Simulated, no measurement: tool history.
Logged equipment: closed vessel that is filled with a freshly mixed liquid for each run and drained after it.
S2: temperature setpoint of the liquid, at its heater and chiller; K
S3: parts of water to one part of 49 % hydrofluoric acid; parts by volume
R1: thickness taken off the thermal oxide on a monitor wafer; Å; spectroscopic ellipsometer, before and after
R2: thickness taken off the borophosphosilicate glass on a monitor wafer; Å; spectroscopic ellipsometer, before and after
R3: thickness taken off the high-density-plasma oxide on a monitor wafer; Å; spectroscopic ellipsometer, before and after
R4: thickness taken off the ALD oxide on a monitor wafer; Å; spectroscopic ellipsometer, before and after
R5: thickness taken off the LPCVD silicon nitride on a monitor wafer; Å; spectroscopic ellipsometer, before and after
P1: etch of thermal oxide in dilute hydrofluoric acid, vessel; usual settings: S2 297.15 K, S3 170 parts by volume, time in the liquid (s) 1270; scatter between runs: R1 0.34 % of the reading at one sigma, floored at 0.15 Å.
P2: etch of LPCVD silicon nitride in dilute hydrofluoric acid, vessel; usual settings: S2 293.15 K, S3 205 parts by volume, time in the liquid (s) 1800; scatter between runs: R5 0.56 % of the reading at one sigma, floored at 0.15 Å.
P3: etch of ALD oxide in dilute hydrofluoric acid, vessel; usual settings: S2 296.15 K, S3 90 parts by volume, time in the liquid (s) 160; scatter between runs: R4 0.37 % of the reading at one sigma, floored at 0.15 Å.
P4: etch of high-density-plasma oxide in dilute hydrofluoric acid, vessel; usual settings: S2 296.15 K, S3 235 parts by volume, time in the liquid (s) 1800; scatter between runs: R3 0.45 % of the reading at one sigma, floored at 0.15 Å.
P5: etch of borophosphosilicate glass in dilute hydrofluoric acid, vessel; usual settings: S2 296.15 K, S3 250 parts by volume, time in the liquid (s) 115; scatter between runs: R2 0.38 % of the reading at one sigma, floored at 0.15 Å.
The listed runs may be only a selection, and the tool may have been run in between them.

Run 1, hour 3.7: process that ran P1, S2 297.15 K, S3 170 parts by volume, time in the liquid (s) 1270. Result: R1 339.840 Å.
Run 2, hour 6.0: process that ran P5, S2 296.15 K, S3 250 parts by volume, time in the liquid (s) 200. Result: R2 398.45 Å.
Run 3, hour 9.8: process that ran P4, S2 296.15 K, S3 90 parts by volume, time in the liquid (s) 1800. Result: R3 977.410 Å.
Run 4, hour 12.3: process that ran P3, S2 304.65 K, S3 90 parts by volume, time in the liquid (s) 160. Result: R4 574.570 Å.
Run 5, hour 15.1: process that ran P1, S2 293.65 K, S3 170 parts by volume, time in the liquid (s) 1270. Result: R1 297.400 Å.
Run 6, hour 18.8: process that ran P1, S2 297.15 K, S3 170 parts by volume, time in the liquid (s) 1270. Result: R1 341.610 Å.
Run 7, hour 21.7: process that ran P1, S2 297.15 K, S3 105 parts by volume, time in the liquid (s) 1270. Result: R1 594.560 Å.
Run 8, hour 26.0: process that ran P4, S2 290.15 K, S3 235 parts by volume, time in the liquid (s) 1800. Result: R3 255.850 Å.
Run 9, hour 28.3: process that ran P1, S2 304.15 K, S3 170 parts by volume, time in the liquid (s) 545. Result: R1 186.740 Å.
Run 10, hour 30.7: process that ran P5, S2 296.15 K, S3 250 parts by volume, time in the liquid (s) 115. Result: R2 228.02 Å.
Run 11, hour 32.8: process that ran P2, S2 293.15 K, S3 205 parts by volume, time in the liquid (s) 1800. Result: R5 37.457 Å.
Run 12, hour 36.4: process that ran P2, S2 293.15 K, S3 80 parts by volume, time in the liquid (s) 1800. Result: R5 91.883 Å.
Run 13, hour 39.2: process that ran P1, S2 297.15 K, S3 170 parts by volume, time in the liquid (s) 345. Result: R1 91.696 Å.
Run 14, hour 42.0: process that ran P5, S2 296.15 K, S3 250 parts by volume, time in the liquid (s) 115. Result: R2 229.86 Å.
Run 15, hour 44.6: process that ran P5, S2 296.15 K, S3 145 parts by volume, time in the liquid (s) 115. Result: R2 437.72 Å.
Run 16, hour 46.7: process that ran P1, S2 297.15 K, S3 170 parts by volume, time in the liquid (s) 1270. Result: R1 339.410 Å.
Run 17, hour 49.4: process that ran P3, S2 296.15 K, S3 135 parts by volume, time in the liquid (s) 160. Result: R4 260.560 Å.
Run 18, hour 52.9: process that ran P1, S2 297.15 K, S3 170 parts by volume, time in the liquid (s) 2180. Result: R1 583.630 Å.
Run 19, hour 57.0: process that ran P5, S2 290.15 K, S3 250 parts by volume, time in the liquid (s) 115. Result: R2 182.82 Å.
Run 20, hour 60.8: process that ran P1, S2 297.15 K, S3 170 parts by volume, time in the liquid (s) 1270. Result: R1 340.800 Å.
Run 21, hour 64.6: process that ran P2, S2 293.15 K, S3 205 parts by volume, time in the liquid (s) 820. Result: R5 16.961 Å.
Run 22, hour 67.8: process that ran P3, S2 296.15 K, S3 90 parts by volume, time in the liquid (s) 30. Result: R4 77.851 Å.
Run 23, hour 71.6: process that ran P2, S2 293.15 K, S3 205 parts by volume, time in the liquid (s) 1800. Result: R5 37.341 Å.
Run 24, hour 76.1: process that ran P4, S2 296.15 K, S3 235 parts by volume, time in the liquid (s) 30. Result: R3 5.296 Å.

Run 25, settings as shown, results not yet in. Your forecast:
Run 25, hour 79.5: process that ran P1, S2 301.15 K, S3 170 parts by volume, time in the liquid (s) 1270. Result: R1 ?.

Run 25 yielded R1 391.480 Å.
